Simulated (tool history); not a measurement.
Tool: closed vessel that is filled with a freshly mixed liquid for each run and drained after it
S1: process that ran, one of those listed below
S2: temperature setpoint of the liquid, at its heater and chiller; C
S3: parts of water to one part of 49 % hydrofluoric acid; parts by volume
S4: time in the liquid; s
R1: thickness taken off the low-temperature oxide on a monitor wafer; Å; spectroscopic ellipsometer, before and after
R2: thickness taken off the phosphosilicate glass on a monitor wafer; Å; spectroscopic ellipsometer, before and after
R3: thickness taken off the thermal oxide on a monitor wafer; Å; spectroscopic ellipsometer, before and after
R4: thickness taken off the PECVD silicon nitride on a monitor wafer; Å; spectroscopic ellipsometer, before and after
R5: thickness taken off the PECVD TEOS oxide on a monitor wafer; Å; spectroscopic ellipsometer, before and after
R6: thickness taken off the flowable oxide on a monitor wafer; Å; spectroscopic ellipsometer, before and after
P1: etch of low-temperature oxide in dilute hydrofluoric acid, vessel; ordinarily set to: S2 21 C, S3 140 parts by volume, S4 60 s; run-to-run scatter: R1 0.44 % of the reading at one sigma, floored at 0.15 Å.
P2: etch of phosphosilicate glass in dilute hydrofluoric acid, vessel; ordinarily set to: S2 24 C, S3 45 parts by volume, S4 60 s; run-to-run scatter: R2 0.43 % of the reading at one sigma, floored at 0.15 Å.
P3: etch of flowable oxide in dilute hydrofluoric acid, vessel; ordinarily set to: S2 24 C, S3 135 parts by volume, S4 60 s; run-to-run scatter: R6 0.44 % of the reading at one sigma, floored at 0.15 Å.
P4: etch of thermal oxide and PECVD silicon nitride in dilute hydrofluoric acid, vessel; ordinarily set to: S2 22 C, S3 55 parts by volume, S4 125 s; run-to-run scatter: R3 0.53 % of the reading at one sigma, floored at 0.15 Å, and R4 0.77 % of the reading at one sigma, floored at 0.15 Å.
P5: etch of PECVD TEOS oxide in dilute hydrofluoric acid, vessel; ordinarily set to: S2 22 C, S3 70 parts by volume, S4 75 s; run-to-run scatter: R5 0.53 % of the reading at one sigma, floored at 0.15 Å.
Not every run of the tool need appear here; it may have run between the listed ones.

| run | day | S1 | S2 | S3 | S4 | R1 | R2 | R3 | R4 | R5 | R6 |
|---|---|---|---|---|---|---|---|---|---|---|---|
| 1 | 0.238 | P1 | 21 | 140 | 60 | 116.89 |  |  |  |  |  |
| 2 | 0.375 | P2 | 24 | 45 | 60 |  | 1415.5 |  |  |  |  |
| 3 | 0.571 | P4 | 17 | 55 | 125 |  |  | 81.236 | 24.479 |  |  |
| 4 | 0.825 | P5 | 17 | 70 | 75 |  |  |  |  | 71.061 |  |
| 5 | 1.042 | P3 | 24 | 135 | 60 |  |  |  |  |  | 184.87 |
| 6 | 1.212 | P4 | 22 | 55 | 125 |  |  | 100.75 | 34.139 |  |  |
| 7 | 1.433 | P5 | 22 | 40 | 75 |  |  |  |  | 158.13 |  |
| 8 | 1.592 | P1 | 21 | 80 | 60 | 216.96 |  |  |  |  |  |
| 9 | 1.75 | P1 | 21 | 140 | 60 | 116.11 |  |  |  |  |  |
| 10 | 1.929 | P1 | 21 | 140 | 30 | 58.189 |  |  |  |  |  |
| 11 | 2.062 | P5 | 22 | 70 | 75 |  |  |  |  | 87.961 |  |
| 12 | 2.312 | P1 | 21 | 140 | 60 | 116.42 |  |  |  |  |  |
| 13 | 2.525 | P5 | 22 | 70 | 120 |  |  |  |  | 139.6 |  |
| 14 | 2.775 | P1 | 21 | 140 | 60 | 116.38 |  |  |  |  |  |
| 15 | 2.979 | P3 | 24 | 135 | 60 |  |  |  |  |  | 183.21 |
| 16 | 3.208 | P4 | 22 | 55 | 55 |  |  | 44.356 | 15.158 |  |  |
| 17 | 3.471 | P2 | 24 | 45 | 60 |  | 1410.8 |  |  |  |  |
| 18 | 3.712 | P2 | 24 | 65 | 60 |  | 953.16 |  |  |  |  |
| 19 | 3.858 | P1 | 21 | 140 | 95 | 185.91 |  |  |  |  |  |
| 20 | 4.092 | P1 | 25 | 140 | 110 | 249.26 |  |  |  |  |  |
| 21 | 4.254 | P2 | 17.5 | 45 | 60 |  | 1072.1 |  |  |  |  |
| 22 | 4.483 | P3 | 24 | 220 | 60 |  |  |  |  |  | 102.46 |
| 23 | 4.721 | P4 | 22 | 105 | 125 |  |  | 48.746 | 17.925 |  |  |
| 24 | 4.946 | P3 | 24 | 135 | 30 |  |  |  |  |  | 92.556 |
| 25 | 5.15 | P4 | 22 | 55 | 125 |  |  | 100 | 34.625 |  |  |
| 26 | 5.279 | P1 | 21 | 205 | 60 | 74.393 |  |  |  |  |  |
| 27 | 5.425 | P2 | 24 | 45 | 105 |  | 2482 |  |  |  |  |
| 28 | 5.562 | P1 | 17 | 140 | 60 | 98.673 |  |  |  |  |  |
| 29 | 5.729 | P1 | 21 | 140 | 60 | 116.99 |  |  |  |  |  |
|  | 5.817 | thermometer replaced |
| 30 | 5.888 | P1 | 17 | 140 | 30 | 49.568 |  |  |  |  |  |
| 31 | 6.075 | P1 | 28.5 | 140 | 60 | 155.55 |  |  |  |  |  |
| 32 | 6.296 | P1 | 21 | 140 | 60 | 116.78 |  |  |  |  |  |
| 33 | 6.471 | P3 | 17 | 135 | 60 |  |  |  |  |  | 139.89 |
| 34 | 6.692 | P1 | 21 | 140 | 60 | 116.58 |  |  |  |  |  |
| 35 | 6.842 | P1 | 21 | 140 | 60 | 118.94 |  |  |  |  |  |
| 36 | 7.008 | P1 | 21 | 140 | 60 | 120.51 |  |  |  |  |  |
| 37 | 7.229 | P1 | 21 | 140 | 60 | 123.43 |  |  |  |  |  |
| 38 | 7.488 | P1 | 21 | 140 | 60 | 122.74 |  |  |  |  |  |
| 39 | 7.721 | P1 | 21 | 140 | 60 | 124.33 |  |  |  |  |  |
| 40 | 7.904 | P1 | 21 | 140 | 60 | 124.31 |  |  |  |  |  |
| 41 | 8.038 | P1 | 21 | 140 | 60 | 125.75 |  |  |  |  |  |
| 42 | 8.171 | P1 | 21 | 140 | 60 | 124.76 |  |  |  |  |  |
| 43 | 8.329 | P1 | 21 | 140 | 60 | 124.06 |  |  |  |  |  |
| 44 | 8.521 | P1 | 21 | 140 | 60 | 125.45 |  |  |  |  |  |
| 45 | 8.717 | P1 | 21 | 140 | 60 | 123.81 |  |  |  |  |  |

Something has made what P1 gives creep away from where it was; the 2 causes below, each at its own stated size, fit the log equally well:
A: hydrofluoric acid flow above the setpoint (%) = 6.22
B: liquid hotter than its thermometer reads (K) = 1.77
The gradual shift began around day 6.692.

Listed below are the offered check runs, one wafer per run, with question marks in place of results. For which of them would the causes give clearly different outcomes?
| check 1 | 8.912 | P3 | 24 | 135 | 60 |  |  |  |  |  | ? |
| check 2 | 8.912 | P4 | 22 | 55 | 125 |  |  | ? | ? |  |  |
| check 3 | 8.912 | P5 | 22 | 70 | 75 |  |  |  |  | ? |  |
| check 4 | 8.912 | P2 | 24 | 45 | 60 |  | ? |  |  |  |  |

What every check run would give for each of its results, assuming each possible cause in turn:
| check | result | if A | if B |
|---|---|---|---|
| check 1 | R6 | 197.68 | 197.31 |
| check 2 | R3 | 106.67 | 107.62 |
| check 2 | R4 | 36.35 | 38.643 |
| check 3 | R5 | 93.267 | 93.921 |
| check 4 | R2 | 1505.1 | 1518.2 |
Smallest distance between any two causes, each pair judged by its most separating result, in per cent: check 1 0.19 %; check 2 6.12 %; check 3 0.7 %; check 4 0.86 %
Of the check runs offered, only check 2 discriminates between the causes; the rest would read about the same regardless of which cause applies.

After running check 2, the following was obtained: R3 106.29 Å; R4 36.303 Å. Which cause does this point to?

It was cause A: hydrofluoric acid flow above the setpoint (%).

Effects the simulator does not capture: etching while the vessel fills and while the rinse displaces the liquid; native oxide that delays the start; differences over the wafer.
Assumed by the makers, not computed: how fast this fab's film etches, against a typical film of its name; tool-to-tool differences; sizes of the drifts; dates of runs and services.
